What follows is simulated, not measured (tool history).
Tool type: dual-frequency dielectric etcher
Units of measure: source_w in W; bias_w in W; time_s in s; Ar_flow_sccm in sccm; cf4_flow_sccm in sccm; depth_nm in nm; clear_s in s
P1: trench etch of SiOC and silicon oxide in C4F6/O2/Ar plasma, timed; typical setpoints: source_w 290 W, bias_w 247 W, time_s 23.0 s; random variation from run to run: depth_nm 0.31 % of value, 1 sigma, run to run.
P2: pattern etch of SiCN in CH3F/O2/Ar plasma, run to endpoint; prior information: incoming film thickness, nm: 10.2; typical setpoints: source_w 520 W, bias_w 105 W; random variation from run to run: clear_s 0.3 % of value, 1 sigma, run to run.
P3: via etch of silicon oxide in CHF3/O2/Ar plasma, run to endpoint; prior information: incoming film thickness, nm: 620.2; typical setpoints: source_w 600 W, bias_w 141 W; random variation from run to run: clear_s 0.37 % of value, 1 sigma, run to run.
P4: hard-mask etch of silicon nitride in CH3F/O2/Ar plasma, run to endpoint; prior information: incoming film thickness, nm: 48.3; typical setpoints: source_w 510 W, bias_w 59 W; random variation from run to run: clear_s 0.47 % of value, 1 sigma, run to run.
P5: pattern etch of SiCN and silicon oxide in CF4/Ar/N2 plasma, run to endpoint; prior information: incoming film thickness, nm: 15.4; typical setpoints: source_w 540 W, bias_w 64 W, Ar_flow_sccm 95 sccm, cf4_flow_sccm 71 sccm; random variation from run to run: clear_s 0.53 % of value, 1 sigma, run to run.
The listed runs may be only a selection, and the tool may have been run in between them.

run   hour  process  source_w  bias_w  time_s  Ar_flow_sccm  cf4_flow_sccm  hours since the last wet clean  hours since the last source power generator calibration  hours since the last bias power generator calibration  depth_nm  clear_s
  1   10.4       P1       290     247    23.0                                                        247.6                                                   1242.4                                                 1519.7    44.470
  2   25.5       P1       290     343    23.0                                                        262.7                                                   1257.5                                                 1534.8    49.993
  3   41.2       P1       290     247    23.0                                                        278.4                                                   1273.2                                                 1550.5    44.643
  4   49.1       P1       290     247    23.0                                                        286.3                                                   1281.1                                                 1558.4    44.618
  5   63.0       P3       600     189                                                                300.2                                                   1295.0                                                 1572.3            297.180
  6   72.2       P1       290     247    23.0                                                        309.4                                                   1304.2                                                 1581.5    44.446
  7   86.4       P1       290     336    13.0                                                        323.6                                                   1318.4                                                 1595.7    28.037
  8  100.8       P3       360     141                                                                338.0                                                   1332.8                                                 1610.1            401.850
  9  116.1       P5       350      64                    95             71                           353.3                                                   1348.1                                                 1625.4             22.846
 10  131.6       P5       540      64                    66             71                           368.8                                                   1363.6                                                 1640.9             14.670
 11  142.7       P3       600     141                                                                379.9                                                   1374.7                                                 1652.0            327.490
 12  156.6       P2       310     105                                                                393.8                                                   1388.6                                                 1665.9             24.698
 13  174.3       P2       520     105                                                                411.5                                                   1406.3                                                 1683.6             20.472
 14  189.1       P4       730      59                                                                426.3                                                   1421.1                                                 1698.4             59.097
 15  197.3       P5       540      45                    95             71                           434.5                                                   1429.3                                                 1706.6             17.184
 16  208.8       P1       290     247    23.0                                                        446.0                                                   1440.8                                                 1718.1    44.580
 17  226.9       P1       370     151    23.0                                                        464.1                                                   1458.9                                                 1736.2    41.660
 18  240.1       P5       540      64                    95             71                           477.3                                                   1472.1                                                 1749.4             15.464
 19  250.4       P4       510      59                                                                487.6                                                   1482.4                                                 1759.7             67.717
 20  266.8       P3       600     141                                                                504.0                                                   1498.8                                                 1776.1            328.810

Estimate the outcome of run 21 from the log above:
 21  277.8       P1       290     247    29.5                                                        515.0                                                   1509.8                                                 1787.1         ?

{"run 21": {"depth_nm": 56.95}}
